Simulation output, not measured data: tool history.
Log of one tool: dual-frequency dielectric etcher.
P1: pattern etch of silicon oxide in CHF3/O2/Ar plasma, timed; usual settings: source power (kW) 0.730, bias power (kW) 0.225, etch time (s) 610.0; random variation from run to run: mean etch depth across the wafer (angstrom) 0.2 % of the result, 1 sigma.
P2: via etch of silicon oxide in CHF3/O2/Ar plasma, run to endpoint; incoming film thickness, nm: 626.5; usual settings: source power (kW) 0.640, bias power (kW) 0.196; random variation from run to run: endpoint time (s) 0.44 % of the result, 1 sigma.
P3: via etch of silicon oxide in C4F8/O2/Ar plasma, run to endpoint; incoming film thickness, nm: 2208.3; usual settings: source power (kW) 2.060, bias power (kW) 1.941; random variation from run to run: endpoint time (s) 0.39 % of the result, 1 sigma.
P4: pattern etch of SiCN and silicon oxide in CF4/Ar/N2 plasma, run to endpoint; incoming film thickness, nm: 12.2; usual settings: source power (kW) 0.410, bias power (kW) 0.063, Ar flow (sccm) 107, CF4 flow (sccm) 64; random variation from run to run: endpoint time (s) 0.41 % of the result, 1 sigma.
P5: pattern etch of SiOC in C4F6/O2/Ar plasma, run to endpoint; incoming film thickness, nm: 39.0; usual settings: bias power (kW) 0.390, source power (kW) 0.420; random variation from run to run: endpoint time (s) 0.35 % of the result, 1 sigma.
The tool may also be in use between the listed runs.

run    day  process that ran  source power (kW)  bias power (kW)  etch time (s)  Ar flow (sccm)  CF4 flow (sccm)  hours since the last wet clean  hours since the last source power generator calibration  hours since the last bias power generator calibration  mean etch depth across the wafer (angstrom)  endpoint time (s)
  1  0.371                P1              0.730            0.225          610.0                                                             92.3                                                    216.0                                                  700.7                                      14512.0
  2  0.550                P2              0.370            0.196                                                                            96.6                                                    220.3                                                  705.0                                                         359.170
  3  0.900                P1              0.730            0.225          866.0                                                            105.0                                                    228.7                                                  713.4                                      20558.0
  4  1.100                P3              2.060            1.941                                                                           109.8                                                    233.5                                                  718.2                                                         442.620
  5  1.404                P2              0.640            0.124                                                                           117.1                                                    240.8                                                  725.5                                                         341.220
  6  1.654                P1              0.730            0.299          610.0                                                            123.1                                                    246.8                                                  731.5                                      15969.0
  7  2.033                P2              0.640            0.196                                                                           132.2                                                    255.9                                                  740.6                                                         295.020
  8  2.258                P4              0.410            0.063                            107               64                           137.6                                                    261.3                                                  746.0                                                          17.112
  9  2.583                P1              0.730            0.278          734.5                                                            145.4                                                    269.1                                                  753.8                                      18809.0
 10  2.950                P3              2.060            1.145                                                                           154.2                                                    277.9                                                  762.6                                                         513.190
     2.996  -- wet clean of the chamber
 11  3.304                P1              0.730            0.225          610.0                                                              7.5                                                    286.4                                                  771.1                                      14441.0
 12  3.650                P4              0.410            0.063                            107               84                            15.8                                                    294.7                                                  779.4                                                          16.312
 13  3.888                P1              0.730            0.225          610.0                                                             21.5                                                    300.4                                                  785.1                                      14482.0
 14  4.100                P1              0.730            0.146          610.0                                                             26.6                                                    305.5                                                  790.2                                      12528.0
 15  4.475                P4              0.410            0.039                            107               64                            35.6                                                    314.5                                                  799.2                                                          19.966
 16  4.850                P4              0.560            0.063                            107               64                            44.6                                                    323.5                                                  808.2                                                          13.048
     5.029  -- bias power generator calibrated
 17  5.221                P5              0.420            0.390                                                                            53.5                                                    332.4                                                    4.7                                                          13.696
 18  5.450                P1              0.860            0.225          610.0                                                             59.0                                                    337.9                                                   10.2                                      15473.0
     5.679  -- source power generator calibrated
 19  5.746                P3              1.660            1.941                                                                            66.1                                                      1.6                                                   17.3                                                         483.710
 20  6.012                P4              0.410            0.063                            130               64                            72.5                                                      8.0                                                   23.7                                                          17.555
 21  6.396                P5              0.420            0.531                                                                            81.7                                                     17.2                                                   32.9                                                          12.187
 22  6.692                P1              0.540            0.225          610.0                                                             88.8                                                     24.3                                                   40.0                                      12909.0
 23  6.867                P1              0.730            0.225          335.5                                                             93.0                                                     28.5                                                   44.2                                       7945.4
 24  7.100                P5              0.580            0.390                                                                            98.6                                                     34.1                                                   49.8                                                          12.121
 25  7.321                P1              0.730            0.225          610.0                                                            103.9                                                     39.4                                                   55.1                                      14465.0

Run 26 comes next. What will it give?
 26  7.642                P1              0.730            0.225          610.0                                                            111.6                                                     47.1                                                   62.8                                            ?

Run 26 gave mean etch depth across the wafer (angstrom) 14475.0.
